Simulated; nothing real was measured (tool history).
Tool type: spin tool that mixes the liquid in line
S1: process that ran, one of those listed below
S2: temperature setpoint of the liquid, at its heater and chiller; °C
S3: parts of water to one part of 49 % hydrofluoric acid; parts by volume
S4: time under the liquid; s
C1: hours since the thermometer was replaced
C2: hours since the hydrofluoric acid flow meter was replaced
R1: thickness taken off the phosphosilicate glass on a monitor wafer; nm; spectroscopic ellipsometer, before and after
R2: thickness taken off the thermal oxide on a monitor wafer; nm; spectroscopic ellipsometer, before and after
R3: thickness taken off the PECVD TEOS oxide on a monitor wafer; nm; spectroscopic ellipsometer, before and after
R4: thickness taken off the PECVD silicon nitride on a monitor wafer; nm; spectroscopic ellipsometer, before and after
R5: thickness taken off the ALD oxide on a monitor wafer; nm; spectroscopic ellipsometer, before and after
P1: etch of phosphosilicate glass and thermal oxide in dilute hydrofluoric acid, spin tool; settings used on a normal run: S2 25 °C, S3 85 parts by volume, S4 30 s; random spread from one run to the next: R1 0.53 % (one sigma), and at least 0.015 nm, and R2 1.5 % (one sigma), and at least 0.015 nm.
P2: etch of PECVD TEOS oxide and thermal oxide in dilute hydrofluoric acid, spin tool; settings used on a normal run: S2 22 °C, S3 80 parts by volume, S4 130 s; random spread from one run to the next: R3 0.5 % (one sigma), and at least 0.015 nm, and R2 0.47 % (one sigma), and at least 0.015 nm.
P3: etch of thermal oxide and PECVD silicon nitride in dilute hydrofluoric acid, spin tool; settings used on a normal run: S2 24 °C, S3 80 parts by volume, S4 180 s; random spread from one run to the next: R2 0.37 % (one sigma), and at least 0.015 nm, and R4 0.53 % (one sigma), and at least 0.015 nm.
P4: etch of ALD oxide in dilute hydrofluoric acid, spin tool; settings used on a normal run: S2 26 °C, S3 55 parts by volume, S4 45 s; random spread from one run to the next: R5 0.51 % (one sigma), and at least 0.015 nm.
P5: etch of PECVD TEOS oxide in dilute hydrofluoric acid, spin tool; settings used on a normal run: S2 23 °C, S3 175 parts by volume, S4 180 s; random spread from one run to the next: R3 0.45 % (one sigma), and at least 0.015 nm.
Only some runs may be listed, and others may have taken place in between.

run 1 hour=9.5 | S1=P1 S2=25 S3=85 S4=30 | C1=1650.1 C2=1031.9 | R1=31.089 R2=1.7764
run 2 hour=17.5 | S1=P1 S2=21.5 S3=55 S4=30 | C1=1658.1 C2=1039.9 | R1=43.237 R2=2.5721
run 3 hour=30.1 | S1=P1 S2=25 S3=85 S4=45 | C1=1670.7 C2=1052.5 | R1=46.693 R2=2.8415
run 4 hour=43.7 | S1=P5 S2=23 S3=175 S4=180 | C1=1684.3 C2=1066.1 | R3=16.243
run 5 hour=58.1 | S1=P1 S2=25 S3=45 S4=30 | C1=1698.7 C2=1080.5 | R1=62.034 R2=3.5985
run 6 hour=72.3 | S1=P2 S2=22 S3=20 S4=130 | C1=1712.9 C2=1094.7 | R2=31.856 R3=187.66
run 7 hour=79.7 | S1=P1 S2=33.5 S3=85 S4=30 | C1=1720.3 C2=1102.1 | R1=43.146 R2=2.493
run 8 hour=87.6 | S1=P1 S2=25 S3=85 S4=30 | C1=1728.2 C2=1110 | R1=31.436 R2=1.8538
run 9 hour=97.9 | S1=P1 S2=19.5 S3=85 S4=30 | C1=1738.5 C2=1120.3 | R1=24.772 R2=1.4654
run 10 hour=108.7 | S1=P3 S2=24 S3=25 S4=180 | C1=1749.3 C2=1131.1 | R2=38.629 R4=35.778
run 11 hour=123.1 | S1=P3 S2=24 S3=80 S4=180 | C1=1763.7 C2=1145.5 | R2=11.24 R4=11.423
run 12 hour=133.6 | S1=P1 S2=25 S3=85 S4=30 | C1=1774.2 C2=1156 | R1=31.376 R2=1.8013
-- hour=137.7 hydrofluoric acid flow meter replaced
run 13 hour=141.9 | S1=P2 S2=17 S3=80 S4=130 | C1=1782.5 C2=4.3 | R2=5.9649 R3=35.614
run 14 hour=156.1 | S1=P4 S2=26 S3=55 S4=15 | C1=1796.7 C2=18.5 | R5=3.1716
run 15 hour=166.8 | S1=P2 S2=22 S3=80 S4=250 | C1=1807.4 C2=29.2 | R2=14.165 R3=84.185
run 16 hour=179.6 | S1=P5 S2=23 S3=175 S4=70 | C1=1820.2 C2=42 | R3=6.3581
run 17 hour=192.9 | S1=P1 S2=25 S3=85 S4=30 | C1=1833.5 C2=55.3 | R1=30.85 R2=1.8849
run 18 hour=206.6 | S1=P4 S2=26 S3=20 S4=45 | C1=1847.2 C2=69 | R5=27.511
run 19 hour=218.9 | S1=P5 S2=28.5 S3=175 S4=180 | C1=1859.5 C2=81.3 | R3=19.901
run 20 hour=233.5 | S1=P3 S2=24 S3=80 S4=345 | C1=1874.1 C2=95.9 | R2=21.562 R4=22.002
run 21 hour=242.3 | S1=P1 S2=25 S3=85 S4=30 | C1=1882.9 C2=104.7 | R1=30.897 R2=1.8175
run 22 hour=249.4 | S1=P4 S2=26 S3=55 S4=45 | C1=1890 C2=111.8 | R5=9.4575
run 23 hour=262.7 | S1=P3 S2=28 S3=80 S4=180 | C1=1903.3 C2=125.1 | R2=13.185 R4=14.944
run 24 hour=274.9 | S1=P4 S2=33.5 S3=55 S4=45 | C1=1915.5 C2=137.3 | R5=12.575
run 25 hour=285.6 | S1=P1 S2=25 S3=145 S4=30 | C1=1926.2 C2=148 | R1=16.875 R2=0.98132
run 26 hour=292.6 | S1=P1 S2=18.5 S3=45 S4=30 | C1=1933.2 C2=155 | R1=47.05 R2=2.6712
run 27 hour=303.7 | S1=P2 S2=22 S3=80 S4=130 | C1=1944.3 C2=166.1 | R2=7.3055 R3=43.439
run 28 hour=310.5 | S1=P5 S2=23 S3=65 S4=180 | C1=1951.1 C2=172.9 | R3=50.057
run 29 hour=323.5 | S1=P4 S2=26 S3=55 S4=45 | C1=1964.1 C2=185.9 | R5=9.4233
run 30 hour=331.6 | S1=P1 S2=25 S3=85 S4=30 | C1=1972.2 C2=194 | R1=31.362 R2=1.8778
run 31 hour=345.8 | S1=P1 S2=25 S3=85 S4=15 | C1=1986.4 C2=208.2 | R1=15.461 R2=0.94583
run 32 hour=359.7 | S1=P1 S2=25 S3=85 S4=30 | C1=2000.3 C2=222.1 | R1=31.152 R2=1.8406
run 33 hour=372.2 | S1=P1 S2=25 S3=85 S4=30 | C1=2012.8 C2=234.6 | R1=32.269 R2=1.8826
run 34 hour=387.2 | S1=P1 S2=25 S3=85 S4=30 | C1=2027.8 C2=249.6 | R1=32.794 R2=1.9418
run 35 hour=395.7 | S1=P1 S2=25 S3=85 S4=30 | C1=2036.3 C2=258.1 | R1=33.1 R2=1.8757
run 36 hour=405 | S1=P1 S2=25 S3=85 S4=30 | C1=2045.6 C2=267.4 | R1=33.204 R2=2.0084
run 37 hour=418.4 | S1=P1 S2=25 S3=85 S4=30 | C1=2059 C2=280.8 | R1=33.267 R2=1.9585
run 38 hour=430.8 | S1=P1 S2=25 S3=85 S4=30 | C1=2071.4 C2=293.2 | R1=33.265 R2=2.0256
run 39 hour=440.7 | S1=P1 S2=25 S3=85 S4=30 | C1=2081.3 C2=303.1 | R1=33.365 R2=1.9974

The output of P1 has drifted from where it used to be. Each of the 2 causes below, taken at the size shown beside it, accounts for the log equally well:
A: liquid hotter than its thermometer reads (K) = 1.76
B: hydrofluoric acid flow above the setpoint (%) = 6.44
The process output started creeping at around hour 359.7.

Each of the 4 check runs below uses one wafer; its results are left as question marks. Which run tells the causes apart?
run check 1 hour=450.6 | S1=P4 S2=32.5 S3=55 S4=15 | R5=?
run check 2 hour=450.6 | S1=P2 S2=22 S3=80 S4=235 | R2=? R3=?
run check 3 hour=450.6 | S1=P3 S2=27.5 S3=55 S4=180 | R2=? R4=?
run check 4 hour=450.6 | S1=P5 S2=26.5 S3=80 S4=180 | R3=?

Check results expected under each cause:
check=check_1 result=R5 if_A=4.3655 if_B=4.3699
check=check_2 result=R2 if_A=14.314 if_B=14.269
check=check_2 result=R3 if_A=84.623 if_B=84.355
check=check_3 result=R2 if_A=20.907 if_B=20.857
check=check_3 result=R4 if_A=23.51 if_B=22.297
check=check_4 result=R3 if_A=48.991 if_B=49.002
Per-check spread between the two closest causes, in the result where they differ most: check 1 0.1 %; check 2 0.32 %; check 3 5.3 %; check 4 0.02 %
Check 3 tells the causes apart: in the others they would give nearly the same result.

The results of check 3 are: R2 20.931 nm; R4 23.53 nm. Based on these, which of the listed causes is it?

It was cause A: liquid hotter than its thermometer reads (K).
